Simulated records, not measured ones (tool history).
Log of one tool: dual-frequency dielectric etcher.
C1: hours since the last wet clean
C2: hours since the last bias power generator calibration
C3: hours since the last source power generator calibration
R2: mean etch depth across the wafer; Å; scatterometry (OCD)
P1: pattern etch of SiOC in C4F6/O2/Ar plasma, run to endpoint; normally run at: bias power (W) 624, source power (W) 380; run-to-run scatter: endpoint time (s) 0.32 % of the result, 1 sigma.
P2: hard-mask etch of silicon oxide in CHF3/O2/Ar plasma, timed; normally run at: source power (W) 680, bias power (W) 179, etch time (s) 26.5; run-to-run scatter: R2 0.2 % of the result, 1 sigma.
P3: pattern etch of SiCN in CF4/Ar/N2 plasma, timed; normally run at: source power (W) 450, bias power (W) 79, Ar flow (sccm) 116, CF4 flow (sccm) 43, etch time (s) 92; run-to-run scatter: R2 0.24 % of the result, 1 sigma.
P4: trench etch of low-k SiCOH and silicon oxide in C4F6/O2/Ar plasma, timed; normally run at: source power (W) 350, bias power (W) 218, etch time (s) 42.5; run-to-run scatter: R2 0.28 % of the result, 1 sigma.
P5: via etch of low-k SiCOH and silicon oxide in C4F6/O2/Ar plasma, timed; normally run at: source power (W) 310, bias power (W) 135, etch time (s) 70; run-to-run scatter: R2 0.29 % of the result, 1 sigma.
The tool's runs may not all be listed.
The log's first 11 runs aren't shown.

{"run": 12, "day": 3.912, "process that ran": "P5", "bias power (W)": 135, "source power (W)": 310, "etch time (s)": 39.5, "C1": 489.6, "C2": 1923.8, "C3": 36.3, "R2": 928.81}
{"run": 13, "day": 4.304, "process that ran": "P2", "bias power (W)": 179, "source power (W)": 680, "etch time (s)": 16.5, "C1": 499, "C2": 1933.2, "C3": 45.7, "R2": 339.93}
{"run": 14, "day": 4.642, "process that ran": "P3", "bias power (W)": 79, "source power (W)": 450, "etch time (s)": 92, "Ar flow (sccm)": 116, "CF4 flow (sccm)": 43, "C1": 507.1, "C2": 1941.3, "C3": 53.8, "R2": 751.45}
{"run": 15, "day": 4.979, "process that ran": "P2", "bias power (W)": 179, "source power (W)": 680, "etch time (s)": 26.5, "C1": 515.2, "C2": 1949.4, "C3": 61.9, "R2": 544.93}
{"run": 16, "day": 5.346, "process that ran": "P3", "bias power (W)": 55, "source power (W)": 450, "etch time (s)": 92, "Ar flow (sccm)": 116, "CF4 flow (sccm)": 43, "C1": 524, "C2": 1958.2, "C3": 70.7, "R2": 655.75}
{"run": 17, "day": 5.742, "process that ran": "P3", "bias power (W)": 79, "source power (W)": 450, "etch time (s)": 92, "Ar flow (sccm)": 162, "CF4 flow (sccm)": 43, "C1": 533.5, "C2": 1967.7, "C3": 80.2, "R2": 709.42}
{"run": 18, "day": 5.983, "process that ran": "P4", "bias power (W)": 218, "source power (W)": 350, "etch time (s)": 42.5, "C1": 539.3, "C2": 1973.5, "C3": 86, "R2": 1324.5}
{"run": 19, "day": 6.417, "process that ran": "P3", "bias power (W)": 79, "source power (W)": 450, "etch time (s)": 92, "Ar flow (sccm)": 116, "CF4 flow (sccm)": 55, "C1": 549.7, "C2": 1983.9, "C3": 96.4, "R2": 778.61}
{"run": 20, "day": 6.808, "process that ran": "P5", "bias power (W)": 135, "source power (W)": 310, "etch time (s)": 70, "C1": 559.1, "C2": 1993.3, "C3": 105.8, "R2": 1643.7}
{"run": 21, "day": 7.2, "process that ran": "P1", "bias power (W)": 624, "source power (W)": 530, "C1": 568.5, "C2": 2002.7, "C3": 115.2, "endpoint time (s)": 8.2279}
{"run": 22, "day": 7.496, "process that ran": "P4", "bias power (W)": 218, "source power (W)": 350, "etch time (s)": 23.5, "C1": 575.6, "C2": 2009.8, "C3": 122.3, "R2": 734.7}
{"run": 23, "day": 7.742, "process that ran": "P1", "bias power (W)": 624, "source power (W)": 380, "C1": 581.5, "C2": 2015.7, "C3": 128.2, "endpoint time (s)": 9.313}
{"run": 24, "day": 8.179, "process that ran": "P1", "bias power (W)": 624, "source power (W)": 380, "C1": 592, "C2": 2026.2, "C3": 138.7, "endpoint time (s)": 9.2238}
{"run": 25, "day": 8.412, "process that ran": "P2", "bias power (W)": 179, "source power (W)": 680, "etch time (s)": 26.5, "C1": 597.6, "C2": 2031.8, "C3": 144.3, "R2": 545.58}
{"run": 26, "day": 8.742, "process that ran": "P1", "bias power (W)": 624, "source power (W)": 270, "C1": 605.5, "C2": 2039.7, "C3": 152.2, "endpoint time (s)": 10.441}
{"run": 27, "day": 9.088, "process that ran": "P1", "bias power (W)": 388, "source power (W)": 380, "C1": 613.8, "C2": 2048, "C3": 160.5, "endpoint time (s)": 11.071}
{"run": 28, "day": 9.392, "process that ran": "P2", "bias power (W)": 125, "source power (W)": 680, "etch time (s)": 26.5, "C1": 621.1, "C2": 2055.3, "C3": 167.8, "R2": 486.96}
{"run": 29, "day": 9.6, "process that ran": "P1", "bias power (W)": 820, "source power (W)": 220, "C1": 626.1, "C2": 2060.3, "C3": 172.8, "endpoint time (s)": 10.161}
{"run": 30, "day": 9.871, "process that ran": "P1", "bias power (W)": 624, "source power (W)": 380, "C1": 632.6, "C2": 2066.8, "C3": 179.3, "endpoint time (s)": 9.2236}
{"run": 31, "day": 10.117, "process that ran": "P1", "bias power (W)": 624, "source power (W)": 380, "C1": 638.5, "C2": 2072.7, "C3": 185.2, "endpoint time (s)": 9.2995}
{"run": 32, "day": 10.429, "process that ran": "P1", "bias power (W)": 624, "source power (W)": 380, "C1": 646, "C2": 2080.2, "C3": 192.7, "endpoint time (s)": 9.4327}

Forecast run 33:
{"run": 33, "day": 10.817, "process that ran": "P1", "bias power (W)": 624, "source power (W)": 380, "C1": 655.3, "C2": 2089.5, "C3": 202, "endpoint time (s)": "?"}

Run 33 gave endpoint time (s) 9.3918.
